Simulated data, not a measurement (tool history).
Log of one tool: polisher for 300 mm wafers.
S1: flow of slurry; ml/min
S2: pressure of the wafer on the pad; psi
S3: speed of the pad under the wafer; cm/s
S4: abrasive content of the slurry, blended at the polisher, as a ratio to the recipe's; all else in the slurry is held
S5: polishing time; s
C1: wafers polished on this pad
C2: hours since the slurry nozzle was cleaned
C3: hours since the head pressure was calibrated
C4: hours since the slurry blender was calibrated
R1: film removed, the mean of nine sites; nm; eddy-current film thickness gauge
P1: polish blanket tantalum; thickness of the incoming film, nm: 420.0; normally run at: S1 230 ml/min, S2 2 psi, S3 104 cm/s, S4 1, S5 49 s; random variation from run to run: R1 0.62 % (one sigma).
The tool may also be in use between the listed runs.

run	hour	S1	S2	S3	S4	S5	C1	C2	C3	C4	R1
1	12.5	230	2	104	1	49	437	171.6	242.5	70	85.303
2	20.3	230	2	104	1	23	497	179.4	250.3	77.8	39.697
3	27.8	230	2	104	1	49	554	186.9	257.8	85.3	86.01
4	40.5	230	2	104	0.55	49	650	199.6	270.5	98	69.307
5	50.8	230	2	104	1	49	729	209.9	280.8	108.3	85.116
6	60	360	2	104	1	49	799	219.1	290	117.5	89.893
7	69.9	230	0.9	104	1	49	874	229	299.9	127.4	38.445
8	83.3	230	2	46	1	49	976	242.4	313.3	140.8	38.308
9	91.1	140	2	104	1	49	1035	250.2	321.1	148.6	79.65
10	98.3	230	2	104	1	73	1090	257.4	328.3	155.8	127.25
11	107.2	230	2.9	104	1	49	1158	266.3	337.2	164.7	122.84
12	114.7	230	2	104	1.45	49	1215	273.8	344.7	172.2	92.894
13	123.6	230	2	104	1	49	1282	282.7	353.6	181.1	84.665

Run 14 comes next. What will it give?
14	132.3	230	2	104	1	49	1348	291.4	362.3	189.8	?

R1: 84.638 nm

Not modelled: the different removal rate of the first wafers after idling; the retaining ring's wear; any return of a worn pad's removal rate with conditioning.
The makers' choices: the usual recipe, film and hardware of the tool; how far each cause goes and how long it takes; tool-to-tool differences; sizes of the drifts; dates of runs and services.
